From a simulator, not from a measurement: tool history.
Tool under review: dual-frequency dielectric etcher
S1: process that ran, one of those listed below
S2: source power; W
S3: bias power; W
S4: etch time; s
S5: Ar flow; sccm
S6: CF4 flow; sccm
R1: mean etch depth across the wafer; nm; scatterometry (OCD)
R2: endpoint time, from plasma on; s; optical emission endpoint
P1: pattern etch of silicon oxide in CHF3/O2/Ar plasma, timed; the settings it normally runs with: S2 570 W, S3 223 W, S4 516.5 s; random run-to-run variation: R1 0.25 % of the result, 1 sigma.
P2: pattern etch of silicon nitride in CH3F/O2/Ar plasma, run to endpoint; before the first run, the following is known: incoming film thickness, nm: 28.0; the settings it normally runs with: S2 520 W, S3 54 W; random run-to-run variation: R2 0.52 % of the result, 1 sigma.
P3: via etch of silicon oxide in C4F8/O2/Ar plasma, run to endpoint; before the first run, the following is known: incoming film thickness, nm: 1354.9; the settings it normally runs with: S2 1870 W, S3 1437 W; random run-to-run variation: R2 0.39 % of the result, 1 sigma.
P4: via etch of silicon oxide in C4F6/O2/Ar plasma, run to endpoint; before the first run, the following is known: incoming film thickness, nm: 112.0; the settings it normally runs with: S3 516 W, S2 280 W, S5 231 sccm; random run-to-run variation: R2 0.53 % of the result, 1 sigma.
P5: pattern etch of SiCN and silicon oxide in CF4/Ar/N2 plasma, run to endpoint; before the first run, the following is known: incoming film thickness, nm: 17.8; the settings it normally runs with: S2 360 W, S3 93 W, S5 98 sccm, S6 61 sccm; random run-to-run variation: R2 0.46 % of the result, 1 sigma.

run    day  S1    S2    S3     S4   S5  S6       R1       R2
  1  0.104  P1   570   223  516.5           1078.90
  2  0.262  P4   230   516         231                29.034
  3  0.454  P3  1870  1895                           284.150
  4  0.571  P1   570   223  516.5           1081.50
  5  0.658  P5   360    93          98  61            24.275
  6  0.825  P1   570   223  516.5           1081.50
  7  1.000  P5   240    93          98  61            34.792
     1.042  -- source power generator calibrated
  8  1.129  P4   280   516         231                27.168
  9  1.217  P1   570   223  690.5           1445.10
 10  1.308  P2   620    54                            37.225
 11  1.462  P1   570   311  284.0            670.41
 12  1.658  P3  1870  1437                           307.120
 13  1.796  P1   570   223  371.5            779.28
 14  1.896  P2   520    72                            36.593
     1.971  -- bias power generator calibrated
 15  1.988  P1   570   294  516.5           1191.60
 16  2.083  P1   570   223  516.5           1082.40
 17  2.279  P3  1160  1437                           369.040
 18  2.450  P1   570   223  516.5           1080.30
 19  2.617  P3  1870  1437                           304.800
 20  2.708  P1   400   223  516.5            945.00
 21  2.896  P1   570   182  516.5           1011.40
 22  3.083  P5   360   126          98  61            21.566
 23  3.275  P4   280   516         328                28.016
     3.412  -- wet clean of the chamber
 24  3.471  P4   280   713         231                23.697
 25  3.608  P1   740   223  516.5           1193.60
 26  3.767  P5   360    93          98  75            23.601

Expected results for the next run?
 27  3.875  P5  360  93      71  61       ?

R2: 23.246 s

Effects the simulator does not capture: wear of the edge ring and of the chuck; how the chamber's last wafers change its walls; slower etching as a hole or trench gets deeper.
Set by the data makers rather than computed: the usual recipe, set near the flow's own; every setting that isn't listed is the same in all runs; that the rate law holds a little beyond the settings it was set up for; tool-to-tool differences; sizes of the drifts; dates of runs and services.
